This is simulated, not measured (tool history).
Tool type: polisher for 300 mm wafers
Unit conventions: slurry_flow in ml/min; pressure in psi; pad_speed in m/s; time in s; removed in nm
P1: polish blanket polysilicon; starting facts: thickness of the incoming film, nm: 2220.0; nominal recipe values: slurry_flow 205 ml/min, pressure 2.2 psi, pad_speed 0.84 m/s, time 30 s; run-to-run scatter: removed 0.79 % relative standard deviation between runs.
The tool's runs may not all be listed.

Run 1, hour 12.4: slurry_flow 205 ml/min, pressure 2.2 psi, pad_speed 0.84 m/s, time 30 s. Result: removed 152.02 nm.
Run 2, hour 29.2: slurry_flow 205 ml/min, pressure 2.2 psi, pad_speed 1.24 m/s, time 30 s. Result: removed 220.84 nm.
Run 3, hour 43.7: slurry_flow 125 ml/min, pressure 2.2 psi, pad_speed 1.18 m/s, time 30 s. Result: removed 193.89 nm.
Run 4, hour 56.9: slurry_flow 205 ml/min, pressure 2.2 psi, pad_speed 0.84 m/s, time 14 s. Result: removed 70.994 nm.
Run 5, hour 67.9: slurry_flow 270 ml/min, pressure 2.2 psi, pad_speed 0.84 m/s, time 30 s. Result: removed 155.69 nm.
Run 6, hour 82: slurry_flow 205 ml/min, pressure 2.2 psi, pad_speed 0.84 m/s, time 45 s. Result: removed 227.09 nm.
Run 7, hour 95.3: slurry_flow 205 ml/min, pressure 1.6 psi, pad_speed 0.84 m/s, time 23 s. Result: removed 85.034 nm.
Run 8, hour 107.6: slurry_flow 205 ml/min, pressure 3.3 psi, pad_speed 0.84 m/s, time 30 s. Result: removed 228.68 nm.
Run 9, hour 121.7: slurry_flow 205 ml/min, pressure 1.5 psi, pad_speed 0.84 m/s, time 30 s. Result: removed 104.4 nm.
Run 10, hour 131.2: slurry_flow 205 ml/min, pressure 2.2 psi, pad_speed 0.84 m/s, time 30 s. Result: removed 152.77 nm.
Run 11, hour 141.8: slurry_flow 205 ml/min, pressure 2.2 psi, pad_speed 0.52 m/s, time 30 s. Result: removed 93.702 nm.
Run 12, hour 151.3: slurry_flow 205 ml/min, pressure 2.2 psi, pad_speed 0.84 m/s, time 30 s. Result: removed 153.3 nm.
Run 13, hour 169: slurry_flow 125 ml/min, pressure 2.2 psi, pad_speed 0.84 m/s, time 30 s. Result: removed 142.29 nm.
Run 14, hour 178.1: slurry_flow 205 ml/min, pressure 2.2 psi, pad_speed 0.84 m/s, time 30 s. Result: removed 151.66 nm.
Run 15, hour 195.1: slurry_flow 205 ml/min, pressure 2.2 psi, pad_speed 0.84 m/s, time 30 s. Result: removed 151.55 nm.
Run 16, hour 203.3: slurry_flow 205 ml/min, pressure 2.2 psi, pad_speed 0.84 m/s, time 30 s. Result: removed 147.19 nm.
Run 17, hour 211.6: slurry_flow 205 ml/min, pressure 2.2 psi, pad_speed 0.84 m/s, time 30 s. Result: removed 147.49 nm.
Run 18, hour 229.3: slurry_flow 205 ml/min, pressure 2.2 psi, pad_speed 0.84 m/s, time 30 s. Result: removed 144.7 nm.
Run 19, hour 240.2: slurry_flow 205 ml/min, pressure 2.2 psi, pad_speed 0.84 m/s, time 30 s. Result: removed 144.69 nm.
At hour 244.7: head pressure recalibrated.
Run 20, hour 251.3: slurry_flow 205 ml/min, pressure 2.2 psi, pad_speed 0.84 m/s, time 30 s. Result: removed 144.97 nm.
Run 21, hour 264.5: slurry_flow 205 ml/min, pressure 2.2 psi, pad_speed 0.84 m/s, time 30 s. Result: removed 143.27 nm.
Run 22, hour 272.4: slurry_flow 205 ml/min, pressure 2.2 psi, pad_speed 0.84 m/s, time 30 s. Result: removed 143.08 nm.
Run 23, hour 286.4: slurry_flow 205 ml/min, pressure 2.2 psi, pad_speed 0.84 m/s, time 30 s. Result: removed 144.1 nm.

Something has made what P1 gives creep away from where it was; the 2 causes below, each at its own stated size, fit the log equally well:
A: removal rate lost through wear of the pad, % = 5.38
B: slurry flow missing at the pad, % = 30.4
The creep began at about hour 195.1.
Why every other cause is out:
head's pressure below its setpoint, %: maintenance at hour 244.7, after the shift began, did not return the process to its former output

Which of the 4 check runs listed below, each an average over 5 wafers with its results shown as question marks, gives clearly different results under the different listed causes?
Run check 1, hour 300.4: slurry_flow 205 ml/min, pressure 2.2 psi, pad_speed 1.22 m/s, time 18 s. Result: removed ?.
Run check 2, hour 300.4: slurry_flow 205 ml/min, pressure 2.2 psi, pad_speed 0.84 m/s, time 15 s. Result: removed ?.
Run check 3, hour 300.4: slurry_flow 205 ml/min, pressure 2.2 psi, pad_speed 0.66 m/s, time 30 s. Result: removed ?.
Run check 4, hour 300.4: slurry_flow 125 ml/min, pressure 1.6 psi, pad_speed 0.84 m/s, time 30 s. Result: removed ?.

Outcome of each check run for each possible cause:
  check   result    if A    if B
check 1  removed  125.49  125.49
check 2  removed  72.001  72.002
check 3  removed  113.14  113.15
check 4  removed  96.624  93.637
How far apart the two closest causes lie, in the result that separates them most: check 1 0 %; check 2 0 %; check 3 0 %; check 4 3.14 %
Check 4 tells the causes apart: in the others they would give nearly the same result.

Check 4 was then run and gave: removed 96.86 nm. Which cause is it?

A is the cause: removal rate lost through wear of the pad, %.
